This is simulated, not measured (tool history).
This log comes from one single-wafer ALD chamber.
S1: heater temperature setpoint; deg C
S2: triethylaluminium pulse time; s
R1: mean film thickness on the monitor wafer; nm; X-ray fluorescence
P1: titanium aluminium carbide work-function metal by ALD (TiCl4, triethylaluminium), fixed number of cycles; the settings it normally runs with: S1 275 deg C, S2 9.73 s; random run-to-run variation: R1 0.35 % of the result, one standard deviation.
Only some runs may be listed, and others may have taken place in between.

run 1 hour=2.1 | S1=275 S2=9.73 | R1=1.7761
run 2 hour=4.9 | S1=250 S2=9.73 | R1=1.5673
run 3 hour=9.2 | S1=275 S2=4.85 | R1=1.4928
-- hour=9.5 thermocouple changed; heater temperature recalibrated
run 4 hour=13.6 | S1=290 S2=15.83 | R1=1.9664
run 5 hour=17.6 | S1=275 S2=9.73 | R1=1.771
run 6 hour=21.1 | S1=275 S2=9.73 | R1=1.7713
run 7 hour=23.3 | S1=253 S2=4.78 | R1=1.3211
run 8 hour=26.8 | S1=275 S2=9.73 | R1=1.7715
run 9 hour=30.1 | S1=275 S2=9.73 | R1=1.7695
run 10 hour=32.4 | S1=261 S2=14.41 | R1=1.7002
run 11 hour=35.3 | S1=275 S2=9.73 | R1=1.7805
run 12 hour=37.6 | S1=294 S2=9.73 | R1=1.9488
run 13 hour=39.7 | S1=275 S2=15.42 | R1=1.8241
run 14 hour=43 | S1=275 S2=9.73 | R1=1.7761
run 15 hour=47.3 | S1=275 S2=9.73 | R1=1.7613
run 16 hour=49.6 | S1=275 S2=9.73 | R1=1.756
run 17 hour=52.7 | S1=275 S2=9.73 | R1=1.7421
run 18 hour=56.9 | S1=275 S2=9.73 | R1=1.7351
run 19 hour=60 | S1=275 S2=9.73 | R1=1.7346
run 20 hour=63.1 | S1=275 S2=9.73 | R1=1.7411
run 21 hour=67.1 | S1=275 S2=9.73 | R1=1.7442
run 22 hour=70.8 | S1=275 S2=9.73 | R1=1.7491

What P1 gives has crept away from where it was. These 2 causes fit the log equally well, each at the size given:
A: triethylaluminium dose below that of a fresh bottle (%) = 12.3
B: wafer temperature below the value expected at the setpoint (K) = 3.88
The onset of the drift is placed at about hour 43.

Below are 4 check runs, each on a single wafer, with their results shown as question marks. Which of them would tell the listed causes apart, meaning the causes would give clearly different results under it?
run check 1 hour=74.5 | S1=253 S2=6.04 | R1=?
run check 2 hour=74.5 | S1=290 S2=9.73 | R1=?
run check 3 hour=74.5 | S1=256 S2=9.73 | R1=?
run check 4 hour=74.5 | S1=251 S2=15.36 | R1=?

If the cause were each of the candidates in turn, the checks would give the following:
check=check_1 result=R1 if_A=1.3811 if_B=1.4188
check=check_2 result=R1 if_A=1.8635 if_B=1.8655
check=check_3 result=R1 if_A=1.5834 if_B=1.5814
check=check_4 result=R1 if_A=1.6135 if_B=1.6126
Minimum pairwise separation of causes per check, each pair taken at its best-separating result: check 1 2.69 %; check 2 0.11 %; check 3 0.13 %; check 4 0.06 %
Only in check 1 would the causes give clearly different results; in the remaining checks their results would be nearly the same.

With check 1 done, the readings were: R1 1.3802 nm. Identify which of the listed causes applies.

Of the candidate causes, it is A: triethylaluminium dose below that of a fresh bottle (%).
